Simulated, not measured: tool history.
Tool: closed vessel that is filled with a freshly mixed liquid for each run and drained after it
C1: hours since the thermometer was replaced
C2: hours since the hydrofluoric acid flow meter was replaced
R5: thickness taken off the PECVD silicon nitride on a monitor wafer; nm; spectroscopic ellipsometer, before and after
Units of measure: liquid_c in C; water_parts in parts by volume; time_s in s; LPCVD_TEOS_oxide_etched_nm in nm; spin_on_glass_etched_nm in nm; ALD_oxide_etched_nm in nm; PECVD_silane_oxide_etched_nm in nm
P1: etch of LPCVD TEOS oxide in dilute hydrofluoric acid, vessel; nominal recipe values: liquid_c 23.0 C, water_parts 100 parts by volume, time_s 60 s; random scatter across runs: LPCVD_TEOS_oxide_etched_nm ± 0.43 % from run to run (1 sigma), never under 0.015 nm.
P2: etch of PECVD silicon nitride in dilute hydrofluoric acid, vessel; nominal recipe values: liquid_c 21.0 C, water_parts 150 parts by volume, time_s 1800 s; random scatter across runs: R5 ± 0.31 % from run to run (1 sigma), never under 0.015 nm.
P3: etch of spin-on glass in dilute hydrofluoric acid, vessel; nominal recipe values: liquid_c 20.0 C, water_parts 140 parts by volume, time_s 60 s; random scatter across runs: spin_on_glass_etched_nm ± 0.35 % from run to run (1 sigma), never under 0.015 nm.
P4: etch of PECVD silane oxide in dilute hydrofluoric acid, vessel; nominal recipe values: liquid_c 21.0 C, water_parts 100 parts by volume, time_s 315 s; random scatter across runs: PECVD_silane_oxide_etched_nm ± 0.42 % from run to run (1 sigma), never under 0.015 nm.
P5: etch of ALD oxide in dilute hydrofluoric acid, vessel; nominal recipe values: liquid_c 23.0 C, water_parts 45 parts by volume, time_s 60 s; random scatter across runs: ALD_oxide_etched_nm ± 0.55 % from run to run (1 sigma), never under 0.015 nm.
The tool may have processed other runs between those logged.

run 1 hour=14.1 | process=P1 liquid_c=23.0 water_parts=100 time_s=60 | C1=930.6 C2=130.8 | LPCVD_TEOS_oxide_etched_nm=33.108
run 2 hour=24.9 | process=P3 liquid_c=17.0 water_parts=140 time_s=60 | C1=941.4 C2=141.6 | spin_on_glass_etched_nm=14.437
run 3 hour=38.9 | process=P1 liquid_c=23.0 water_parts=100 time_s=60 | C1=955.4 C2=155.6 | LPCVD_TEOS_oxide_etched_nm=32.854
run 4 hour=45.8 | process=P1 liquid_c=23.0 water_parts=100 time_s=60 | C1=962.3 C2=162.5 | LPCVD_TEOS_oxide_etched_nm=32.865
run 5 hour=53.3 | process=P3 liquid_c=20.0 water_parts=140 time_s=60 | C1=969.8 C2=170.0 | spin_on_glass_etched_nm=16.252
run 6 hour=67.7 | process=P5 liquid_c=23.0 water_parts=45 time_s=60 | C1=984.2 C2=184.4 | ALD_oxide_etched_nm=22.638
run 7 hour=78.4 | process=P4 liquid_c=21.0 water_parts=50 time_s=315 | C1=994.9 C2=195.1 | PECVD_silane_oxide_etched_nm=109.560
run 8 hour=91.4 | process=P2 liquid_c=21.0 water_parts=150 time_s=1800 | C1=1007.9 C2=208.1 | R5=57.9570
run 9 hour=99.1 | process=P2 liquid_c=21.0 water_parts=150 time_s=1800 | C1=1015.6 C2=215.8 | R5=57.8540
run 10 hour=111.8 | process=P1 liquid_c=23.0 water_parts=40 time_s=95 | C1=1028.3 C2=228.5 | LPCVD_TEOS_oxide_etched_nm=140.150
run 11 hour=124.9 | process=P1 liquid_c=23.0 water_parts=100 time_s=90 | C1=1041.4 C2=241.6 | LPCVD_TEOS_oxide_etched_nm=49.133
run 12 hour=136.4 | process=P1 liquid_c=23.0 water_parts=180 time_s=60 | C1=1052.9 C2=253.1 | LPCVD_TEOS_oxide_etched_nm=16.603
-- hour=138.8 thermometer replaced
run 13 hour=144.6 | process=P2 liquid_c=21.0 water_parts=150 time_s=270 | C1=5.8 C2=261.3 | R5=8.7145
run 14 hour=152.2 | process=P3 liquid_c=20.0 water_parts=140 time_s=105 | C1=13.4 C2=268.9 | spin_on_glass_etched_nm=28.164
run 15 hour=162.5 | process=P3 liquid_c=20.0 water_parts=140 time_s=60 | C1=23.7 C2=279.2 | spin_on_glass_etched_nm=16.119
run 16 hour=172.4 | process=P4 liquid_c=21.0 water_parts=100 time_s=515 | C1=33.6 C2=289.1 | PECVD_silane_oxide_etched_nm=83.825
run 17 hour=182.8 | process=P5 liquid_c=23.0 water_parts=45 time_s=60 | C1=44.0 C2=299.5 | ALD_oxide_etched_nm=22.539
run 18 hour=195.0 | process=P1 liquid_c=23.0 water_parts=100 time_s=30 | C1=56.2 C2=311.7 | LPCVD_TEOS_oxide_etched_nm=16.359
run 19 hour=209.5 | process=P5 liquid_c=23.0 water_parts=80 time_s=60 | C1=70.7 C2=326.2 | ALD_oxide_etched_nm=12.140
run 20 hour=218.5 | process=P1 liquid_c=30.5 water_parts=100 time_s=60 | C1=79.7 C2=335.2 | LPCVD_TEOS_oxide_etched_nm=43.627
run 21 hour=225.2 | process=P5 liquid_c=23.0 water_parts=45 time_s=110 | C1=86.4 C2=341.9 | ALD_oxide_etched_nm=41.662
run 22 hour=233.3 | process=P4 liquid_c=17.0 water_parts=100 time_s=315 | C1=94.5 C2=350.0 | PECVD_silane_oxide_etched_nm=43.525
run 23 hour=247.8 | process=P2 liquid_c=17.0 water_parts=150 time_s=1800 | C1=109.0 C2=364.5 | R5=44.2570
run 24 hour=258.6 | process=P3 liquid_c=20.0 water_parts=60 time_s=60 | C1=119.8 C2=375.3 | spin_on_glass_etched_nm=41.252
run 25 hour=268.6 | process=P1 liquid_c=23.0 water_parts=100 time_s=60 | C1=129.8 C2=385.3 | LPCVD_TEOS_oxide_etched_nm=32.811
run 26 hour=280.6 | process=P1 liquid_c=17.0 water_parts=100 time_s=60 | C1=141.8 C2=397.3 | LPCVD_TEOS_oxide_etched_nm=25.613
run 27 hour=290.7 | process=P5 liquid_c=17.0 water_parts=45 time_s=60 | C1=151.9 C2=407.4 | ALD_oxide_etched_nm=17.625
run 28 hour=305.1 | process=P4 liquid_c=21.0 water_parts=100 time_s=315 | C1=166.3 C2=421.8 | PECVD_silane_oxide_etched_nm=50.982
run 29 hour=315.6 | process=P2 liquid_c=21.0 water_parts=265 time_s=1800 | C1=176.8 C2=432.3 | R5=33.2040
run 30 hour=323.4 | process=P1 liquid_c=23.0 water_parts=100 time_s=60 | C1=184.6 C2=440.1 | LPCVD_TEOS_oxide_etched_nm=32.759
run 31 hour=333.6 | process=P1 liquid_c=23.0 water_parts=40 time_s=60 | C1=194.8 C2=450.3 | LPCVD_TEOS_oxide_etched_nm=89.415
run 32 hour=344.5 | process=P1 liquid_c=23.0 water_parts=100 time_s=60 | C1=205.7 C2=461.2 | LPCVD_TEOS_oxide_etched_nm=32.910
run 33 hour=356.2 | process=P1 liquid_c=23.0 water_parts=100 time_s=60 | C1=217.4 C2=472.9 | LPCVD_TEOS_oxide_etched_nm=33.073
run 34 hour=370.4 | process=P1 liquid_c=23.0 water_parts=100 time_s=60 | C1=231.6 C2=487.1 | LPCVD_TEOS_oxide_etched_nm=31.541
run 35 hour=382.5 | process=P1 liquid_c=23.0 water_parts=100 time_s=60 | C1=243.7 C2=499.2 | LPCVD_TEOS_oxide_etched_nm=30.984
run 36 hour=394.2 | process=P1 liquid_c=23.0 water_parts=100 time_s=60 | C1=255.4 C2=510.9 | LPCVD_TEOS_oxide_etched_nm=30.791
run 37 hour=401.0 | process=P1 liquid_c=23.0 water_parts=100 time_s=60 | C1=262.2 C2=517.7 | LPCVD_TEOS_oxide_etched_nm=30.614
run 38 hour=409.3 | process=P1 liquid_c=23.0 water_parts=100 time_s=60 | C1=270.5 C2=526.0 | LPCVD_TEOS_oxide_etched_nm=30.639
run 39 hour=422.1 | process=P1 liquid_c=23.0 water_parts=100 time_s=60 | C1=283.3 C2=538.8 | LPCVD_TEOS_oxide_etched_nm=30.814

What P1 gives has crept away from where it was. These 2 causes fit the log equally well, each at the size given:
A: liquid colder than its thermometer reads (K) = 1.68
B: hydrofluoric acid flow below the setpoint (%) = 5.84
Onset of the creep was near hour 356.2.

Each of the 4 check runs below uses one wafer; its results are left as question marks. Which run tells the causes apart?
run check 1 hour=434.9 | process=P4 liquid_c=21.0 water_parts=100 time_s=315 | PECVD_silane_oxide_etched_nm=?
run check 2 hour=434.9 | process=P2 liquid_c=21.0 water_parts=150 time_s=1800 | R5=?
run check 3 hour=434.9 | process=P5 liquid_c=23.0 water_parts=45 time_s=60 | ALD_oxide_etched_nm=?
run check 4 hour=434.9 | process=P3 liquid_c=20.0 water_parts=140 time_s=60 | spin_on_glass_etched_nm=?

What every check run would give for each of its results, assuming each possible cause in turn:
check=check_1 result=PECVD_silane_oxide_etched_nm if_A=47.756 if_B=47.837
check=check_2 result=R5 if_A=51.7090 if_B=54.5380
check=check_3 result=ALD_oxide_etched_nm if_A=21.061 if_B=21.201
check=check_4 result=spin_on_glass_etched_nm if_A=15.130 if_B=15.109
Per-check spread between the two closest causes, in the result where they differ most: check 1 0.17 %; check 2 5.33 %; check 3 0.66 %; check 4 0.14 %
Only in check 2 would the causes give clearly different results; in the remaining checks their results would be nearly the same.

Check 2 has now been run. It gave: R5 54.5280 nm. Which of the candidate causes is it?

The correct cause is B, namely: hydrofluoric acid flow below the setpoint (%).

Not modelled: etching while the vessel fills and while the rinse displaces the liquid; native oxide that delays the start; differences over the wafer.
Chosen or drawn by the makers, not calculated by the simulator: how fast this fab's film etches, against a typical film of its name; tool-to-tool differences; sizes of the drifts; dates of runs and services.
